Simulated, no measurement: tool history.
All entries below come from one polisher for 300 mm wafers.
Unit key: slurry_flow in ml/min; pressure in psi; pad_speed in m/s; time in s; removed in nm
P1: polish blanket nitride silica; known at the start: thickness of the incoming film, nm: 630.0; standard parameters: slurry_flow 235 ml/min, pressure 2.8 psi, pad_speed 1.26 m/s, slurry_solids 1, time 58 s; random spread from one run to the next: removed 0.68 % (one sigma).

run,hour,slurry_flow,pressure,pad_speed,slurry_solids,time,wafers polished on this pad,hours since the slurry nozzle was cleaned,hours since the head pressure was calibrated,hours since the slurry blender was calibrated,hours since the conditioning disc was replaced,removed
1,5.6,235,2.8,1.26,1,58,600,191.2,346.2,244.9,130.2,38.002
2,9.1,235,2.8,1.26,1,58,633,194.7,349.7,248.4,133.7,37.871
3,12.8,235,4.4,1.26,1,58,668,198.4,353.4,252.1,137.4,59.449
4,17,145,2.8,1.26,1,58,708,202.6,357.6,256.3,141.6,35.198
5,24.2,235,2.8,1.26,1,83,776,209.8,364.8,263.5,148.8,53.234
6,28.6,235,2.8,0.9,1,58,818,214.2,369.2,267.9,153.2,28.873
7,34.1,235,2.8,1.26,1,58,869,219.7,374.7,273.4,158.7,37.605
8,38.9,235,3.6,1.72,1,58,915,224.5,379.5,278.2,163.5,62.866
9,44.2,235,2.8,1.94,1,58,965,229.8,384.8,283.5,168.8,53.026
10,47.5,235,2.8,1.26,1.3,58,996,233.1,388.1,286.8,172.1,42.344
# hour 50.6: head pressure recalibrated
11,52.7,235,2.8,1.26,1,58,1045,238.3,2.2,292,177.3,37.764
12,58.7,360,2.8,1.26,1,58,1102,244.3,8.2,298,183.3,39.405
13,62.3,235,2.8,1.26,1,58,1136,247.9,11.8,301.6,186.9,37.257
14,69.6,235,1.3,1.26,1,58,1205,255.2,19.1,308.9,194.2,17.575
15,74.7,235,2.8,1.26,1,26,1253,260.3,24.2,314,199.3,16.883
16,81.2,235,2.8,1.26,0.55,58,1314,266.8,30.7,320.5,205.8,27.549
17,87,235,2.8,1.26,1,58,1369,272.6,36.5,326.3,211.6,37.785
18,94.2,315,2.8,1.26,1,71,1437,279.8,43.7,333.5,218.8,47.264
19,98.6,235,2.8,1.26,1,58,1478,284.2,48.1,337.9,223.2,37.825
20,103.1,235,2.8,1.26,1,58,1521,288.7,52.6,342.4,227.7,36.547
21,106.5,235,2.8,1.26,1,58,1553,292.1,56,345.8,231.1,36.204
22,109.9,235,2.8,1.26,1,58,1585,295.5,59.4,349.2,234.5,35.465
# hour 114.4: slurry nozzle cleaned
23,116.2,235,2.8,1.26,1,58,1644,1.8,65.7,355.5,240.8,34.858
# hour 118: conditioning disc replaced and pad reconditioned
24,121.4,235,2.8,1.26,1,58,1693,7,70.9,360.7,3.4,34.803
25,126,235,2.8,1.26,1,58,1737,11.6,75.5,365.3,8,34.406
# hour 129.3: worn pad replaced by a new one
26,132.5,235,2.8,1.26,1,58,30,18.1,82,371.8,14.5,34.179
27,135.8,235,2.8,1.26,1,58,61,21.4,85.3,375.1,17.8,34.215
28,142.5,235,2.8,1.26,1,58,124,28.1,92,381.8,24.5,34.333

Compared with where it was, what P1 gives has crept away. Each cause listed below fits the log as well as the rest, at the size given for it:
A: abrasive missing from the slurry, % = 18.2
B: head's pressure below its setpoint, % = 9.18
Creep in the process output first set in at about hour 98.6.
Excluded causes, each with its reason:
removal rate lost through wear of the pad, %: serviced after onset, at hour 129.3, with no recovery of the prior output
slurry flow missing at the pad, %: serviced after onset, at hour 114.4, with no recovery of the prior output
time polished since the conditioner stopped cutting, s: serviced after onset, at hour 118, with no recovery of the prior output

Each of the check runs listed below is run on 3 wafers and reports their average, with the results left as question marks. Pick the one under which the possible causes would lead to clearly different results.
check 1,149.2,355,1.3,1.26,1,58,,,,,,?
check 2,149.2,235,3.6,1.26,1,58,,,,,,?
check 3,149.2,235,2.8,1.26,0.55,35,,,,,,?
check 4,149.2,235,1.3,1.26,1,80,,,,,,?

If the cause were each of the candidates in turn, the checks would give the following:
check,result,if A,if B
check 1,removed,16.55,16.55
check 2,removed,44.1,44.103
check 3,removed,14.65,15.088
check 4,removed,21.966,21.967
Gap, in per cent, between the two causes that each check separates least, read from the result that separates them most: check 1 0 %; check 2 0 %; check 3 2.95 %; check 4 0 %
Check 3 tells the causes apart: in the others they would give nearly the same result.

Running check 3 produced the following: removed 15.145 nm. Which one of the listed causes fits?

The cause is B: head's pressure below its setpoint, %.
